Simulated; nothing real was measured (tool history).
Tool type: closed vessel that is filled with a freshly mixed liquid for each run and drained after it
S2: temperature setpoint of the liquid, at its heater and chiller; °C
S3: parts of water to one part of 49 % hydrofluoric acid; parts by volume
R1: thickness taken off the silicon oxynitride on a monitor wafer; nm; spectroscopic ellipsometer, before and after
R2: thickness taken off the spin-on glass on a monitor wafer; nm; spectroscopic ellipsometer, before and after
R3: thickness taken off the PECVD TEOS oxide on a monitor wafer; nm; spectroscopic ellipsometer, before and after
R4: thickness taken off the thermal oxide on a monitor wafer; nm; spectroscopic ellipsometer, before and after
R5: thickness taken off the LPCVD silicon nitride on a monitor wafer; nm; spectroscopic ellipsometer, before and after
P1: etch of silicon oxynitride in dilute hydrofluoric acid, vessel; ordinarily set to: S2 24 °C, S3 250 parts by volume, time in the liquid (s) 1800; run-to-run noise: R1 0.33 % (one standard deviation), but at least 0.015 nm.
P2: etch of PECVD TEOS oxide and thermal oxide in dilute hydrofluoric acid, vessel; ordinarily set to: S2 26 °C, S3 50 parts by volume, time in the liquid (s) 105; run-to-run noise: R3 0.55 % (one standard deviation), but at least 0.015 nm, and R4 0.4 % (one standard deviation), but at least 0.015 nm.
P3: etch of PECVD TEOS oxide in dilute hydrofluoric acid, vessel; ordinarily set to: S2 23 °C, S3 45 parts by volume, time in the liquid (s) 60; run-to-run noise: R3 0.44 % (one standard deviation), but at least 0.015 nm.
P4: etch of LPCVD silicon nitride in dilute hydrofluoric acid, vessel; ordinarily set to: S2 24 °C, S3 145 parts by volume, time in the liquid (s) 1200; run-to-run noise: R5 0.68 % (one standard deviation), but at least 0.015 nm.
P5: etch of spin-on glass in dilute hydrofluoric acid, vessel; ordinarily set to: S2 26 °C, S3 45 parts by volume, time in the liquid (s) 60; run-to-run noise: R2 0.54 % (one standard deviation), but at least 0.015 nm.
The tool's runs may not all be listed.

Run 1, hour 12.5: process that ran P1, S2 24 °C, S3 250 parts by volume, time in the liquid (s) 1800. Result: R1 9.7329 nm.
Run 2, hour 31.3: process that ran P1, S2 24 °C, S3 250 parts by volume, time in the liquid (s) 1800. Result: R1 9.7716 nm.
Run 3, hour 43.5: process that ran P5, S2 26 °C, S3 45 parts by volume, time in the liquid (s) 110. Result: R2 151.48 nm.
Run 4, hour 58.4: process that ran P3, S2 23 °C, S3 25 parts by volume, time in the liquid (s) 60. Result: R3 72.657 nm.
Run 5, hour 73: process that ran P2, S2 26 °C, S3 50 parts by volume, time in the liquid (s) 105. Result: R3 58.507 nm, R4 11.598 nm.
Run 6, hour 88.2: process that ran P5, S2 26 °C, S3 65 parts by volume, time in the liquid (s) 60. Result: R2 55.281 nm.
At hour 94.8: thermometer replaced.
Run 7, hour 102.5: process that ran P1, S2 24 °C, S3 250 parts by volume, time in the liquid (s) 1800. Result: R1 9.7136 nm.
Run 8, hour 114.4: process that ran P4, S2 24 °C, S3 90 parts by volume, time in the liquid (s) 1200. Result: R5 6.4315 nm.
Run 9, hour 124.5: process that ran P1, S2 24 °C, S3 250 parts by volume, time in the liquid (s) 1800. Result: R1 9.7302 nm.
Run 10, hour 141.4: process that ran P1, S2 24 °C, S3 250 parts by volume, time in the liquid (s) 1800. Result: R1 9.75 nm.
Run 11, hour 153.9: process that ran P2, S2 26 °C, S3 50 parts by volume, time in the liquid (s) 30. Result: R3 16.498 nm, R4 3.3627 nm.
Run 12, hour 172.4: process that ran P4, S2 31 °C, S3 145 parts by volume, time in the liquid (s) 1200. Result: R5 6.254 nm.
Run 13, hour 190.5: process that ran P3, S2 23 °C, S3 45 parts by volume, time in the liquid (s) 60. Result: R3 39.125 nm.
Run 14, hour 199.5: process that ran P1, S2 18.5 °C, S3 250 parts by volume, time in the liquid (s) 2800. Result: R1 11.806 nm.
Run 15, hour 208.3: process that ran P5, S2 26 °C, S3 45 parts by volume, time in the liquid (s) 60. Result: R2 82.603 nm.
Run 16, hour 225.8: process that ran P4, S2 24 °C, S3 145 parts by volume, time in the liquid (s) 1200. Result: R5 4.0154 nm.
Run 17, hour 238: process that ran P3, S2 23 °C, S3 45 parts by volume, time in the liquid (s) 90. Result: R3 59.132 nm.
Run 18, hour 248.3: process that ran P1, S2 28 °C, S3 250 parts by volume, time in the liquid (s) 1800. Result: R1 11.54 nm.
Run 19, hour 256.4: process that ran P1, S2 24 °C, S3 250 parts by volume, time in the liquid (s) 3365. Result: R1 18.212 nm.
Run 20, hour 267: process that ran P3, S2 17.5 °C, S3 45 parts by volume, time in the liquid (s) 60. Result: R3 31.215 nm.
Run 21, hour 279.6: process that ran P2, S2 17.5 °C, S3 50 parts by volume, time in the liquid (s) 105. Result: R3 41.023 nm, R4 8.1512 nm.
Run 22, hour 293.6: process that ran P5, S2 31 °C, S3 45 parts by volume, time in the liquid (s) 60. Result: R2 100.41 nm.
At hour 310: hydrofluoric acid flow meter replaced.
Run 23, hour 312.4: process that ran P1, S2 24 °C, S3 45 parts by volume, time in the liquid (s) 1800. Result: R1 63.699 nm.
Run 24, hour 324: process that ran P2, S2 26 °C, S3 70 parts by volume, time in the liquid (s) 105. Result: R3 40.151 nm, R4 8.2024 nm.
Run 25, hour 332.9: process that ran P3, S2 23 °C, S3 45 parts by volume, time in the liquid (s) 60. Result: R3 39.237 nm.
Run 26, hour 350.2: process that ran P1, S2 24 °C, S3 250 parts by volume, time in the liquid (s) 820. Result: R1 4.4375 nm.

Forecast run 27:
Run 27, hour 364.7: process that ran P1, S2 24 °C, S3 390 parts by volume, time in the liquid (s) 1800. Result: R1 ?.

{"run 27": {"R1": 5.6671}}

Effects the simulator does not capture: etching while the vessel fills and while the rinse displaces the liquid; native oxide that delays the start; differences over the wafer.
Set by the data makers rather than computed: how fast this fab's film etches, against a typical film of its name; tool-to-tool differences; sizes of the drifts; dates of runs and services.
